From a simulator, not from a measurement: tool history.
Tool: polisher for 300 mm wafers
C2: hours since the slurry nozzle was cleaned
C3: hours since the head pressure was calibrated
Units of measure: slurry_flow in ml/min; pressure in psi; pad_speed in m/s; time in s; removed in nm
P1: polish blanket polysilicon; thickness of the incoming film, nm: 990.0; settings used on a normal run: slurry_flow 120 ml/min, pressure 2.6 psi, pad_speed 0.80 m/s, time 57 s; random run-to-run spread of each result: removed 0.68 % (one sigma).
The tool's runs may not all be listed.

{"run": 1, "hour": 5.2, "slurry_flow": 120, "pressure": 2.6, "pad_speed": 0.8, "time": 57, "wafers polished on this pad": 301, "C2": 70.8, "C3": 95.0, "removed": 343.82}
{"run": 2, "hour": 10.1, "slurry_flow": 120, "pressure": 2.6, "pad_speed": 0.8, "time": 88, "wafers polished on this pad": 351, "C2": 75.7, "C3": 99.9, "removed": 527.49}
{"run": 3, "hour": 18.4, "slurry_flow": 120, "pressure": 3.8, "pad_speed": 0.8, "time": 57, "wafers polished on this pad": 436, "C2": 84.0, "C3": 108.2, "removed": 504.89}
{"run": 4, "hour": 24.0, "slurry_flow": 70, "pressure": 2.6, "pad_speed": 0.8, "time": 57, "wafers polished on this pad": 493, "C2": 89.6, "C3": 113.8, "removed": 296.3}
{"run": 5, "hour": 29.2, "slurry_flow": 120, "pressure": 2.6, "pad_speed": 0.56, "time": 57, "wafers polished on this pad": 546, "C2": 94.8, "C3": 119.0, "removed": 242.39}
{"run": 6, "hour": 38.5, "slurry_flow": 120, "pressure": 2.6, "pad_speed": 1.26, "time": 57, "wafers polished on this pad": 642, "C2": 104.1, "C3": 128.3, "removed": 541.3}
{"hour": 40.3, "done": "head pressure recalibrated"}
{"run": 7, "hour": 44.8, "slurry_flow": 120, "pressure": 2.6, "pad_speed": 0.8, "time": 57, "wafers polished on this pad": 706, "C2": 110.4, "C3": 4.5, "removed": 344.09}
{"run": 8, "hour": 49.8, "slurry_flow": 145, "pressure": 2.6, "pad_speed": 0.46, "time": 57, "wafers polished on this pad": 757, "C2": 115.4, "C3": 9.5, "removed": 203.04}
{"run": 9, "hour": 55.8, "slurry_flow": 120, "pressure": 2.6, "pad_speed": 0.8, "time": 38, "wafers polished on this pad": 819, "C2": 121.4, "C3": 15.5, "removed": 228.31}
{"run": 10, "hour": 62.8, "slurry_flow": 120, "pressure": 2.6, "pad_speed": 0.8, "time": 57, "wafers polished on this pad": 890, "C2": 128.4, "C3": 22.5, "removed": 348.74}
{"run": 11, "hour": 68.2, "slurry_flow": 120, "pressure": 1.2, "pad_speed": 0.8, "time": 57, "wafers polished on this pad": 946, "C2": 133.8, "C3": 27.9, "removed": 160.2}
{"run": 12, "hour": 77.8, "slurry_flow": 120, "pressure": 2.6, "pad_speed": 0.8, "time": 57, "wafers polished on this pad": 1044, "C2": 143.4, "C3": 37.5, "removed": 345.9}
{"run": 13, "hour": 85.2, "slurry_flow": 120, "pressure": 2.6, "pad_speed": 0.8, "time": 57, "wafers polished on this pad": 1120, "C2": 150.8, "C3": 44.9, "removed": 343.69}
{"run": 14, "hour": 91.0, "slurry_flow": 175, "pressure": 2.6, "pad_speed": 0.8, "time": 57, "wafers polished on this pad": 1179, "C2": 156.6, "C3": 50.7, "removed": 365.86}
{"run": 15, "hour": 98.1, "slurry_flow": 120, "pressure": 2.6, "pad_speed": 0.8, "time": 57, "wafers polished on this pad": 1252, "C2": 163.7, "C3": 57.8, "removed": 340.17}
{"run": 16, "hour": 106.8, "slurry_flow": 120, "pressure": 2.6, "pad_speed": 0.8, "time": 57, "wafers polished on this pad": 1341, "C2": 172.4, "C3": 66.5, "removed": 324.23}
{"run": 17, "hour": 114.3, "slurry_flow": 120, "pressure": 2.6, "pad_speed": 0.8, "time": 57, "wafers polished on this pad": 1418, "C2": 179.9, "C3": 74.0, "removed": 319.39}
{"hour": 120.4, "done": "worn pad replaced by a new one"}
{"run": 18, "hour": 120.6, "slurry_flow": 120, "pressure": 2.6, "pad_speed": 0.8, "time": 57, "wafers polished on this pad": 2, "C2": 186.2, "C3": 80.3, "removed": 311.56}
{"run": 19, "hour": 126.0, "slurry_flow": 120, "pressure": 2.6, "pad_speed": 0.8, "time": 57, "wafers polished on this pad": 58, "C2": 191.6, "C3": 85.7, "removed": 305.75}
{"run": 20, "hour": 133.2, "slurry_flow": 120, "pressure": 2.6, "pad_speed": 0.8, "time": 57, "wafers polished on this pad": 131, "C2": 198.8, "C3": 92.9, "removed": 307.48}
{"run": 21, "hour": 138.1, "slurry_flow": 120, "pressure": 2.6, "pad_speed": 0.8, "time": 57, "wafers polished on this pad": 182, "C2": 203.7, "C3": 97.8, "removed": 303.58}

The output of P1 has drifted from where it used to be. Each of the 2 causes below, taken at the size shown beside it, accounts for the log equally well:
A: head's pressure below its setpoint, % = 11.1
B: slurry flow missing at the pad, % = 36.2
The creep began at about hour 98.1.
Why every other cause is out:
removal rate lost through wear of the pad, %: serviced at hour 120.4, after the change had begun; the process did not return to its earlier output

Of the 4 check runs listed below, each run on one wafer and each result written as a question mark, which would let you distinguish the listed causes because they would give clearly different results?
{"run": "check 1", "hour": 143.0, "slurry_flow": 120, "pressure": 1.9, "pad_speed": 0.8, "time": 57, "removed": "?"}
{"run": "check 2", "hour": 143.0, "slurry_flow": 120, "pressure": 2.6, "pad_speed": 1.16, "time": 57, "removed": "?"}
{"run": "check 3", "hour": 143.0, "slurry_flow": 120, "pressure": 3.6, "pad_speed": 1.24, "time": 57, "removed": "?"}
{"run": "check 4", "hour": 143.0, "slurry_flow": 70, "pressure": 2.6, "pad_speed": 0.8, "time": 86, "removed": "?"}

If the cause were each of the candidates in turn, the checks would give the following:
check=check_1 result=removed if_A=223.60 if_B=223.51
check=check_2 result=removed if_A=443.67 if_B=443.50
check=check_3 result=removed if_A=656.68 if_B=656.42
check=check_4 result=removed if_A=398.32 if_B=372.45
Distance between the nearest two causes, measured in the result of the check that separates them most: check 1 0.04 %; check 2 0.04 %; check 3 0.04 %; check 4 6.72 %
The causes can be told apart only by check 4. The other checks would give nearly the same results under each of them.

The results of check 4 are: removed 368.91 nm. Based on these, which of the listed causes is it?

It is B: slurry flow missing at the pad, %.
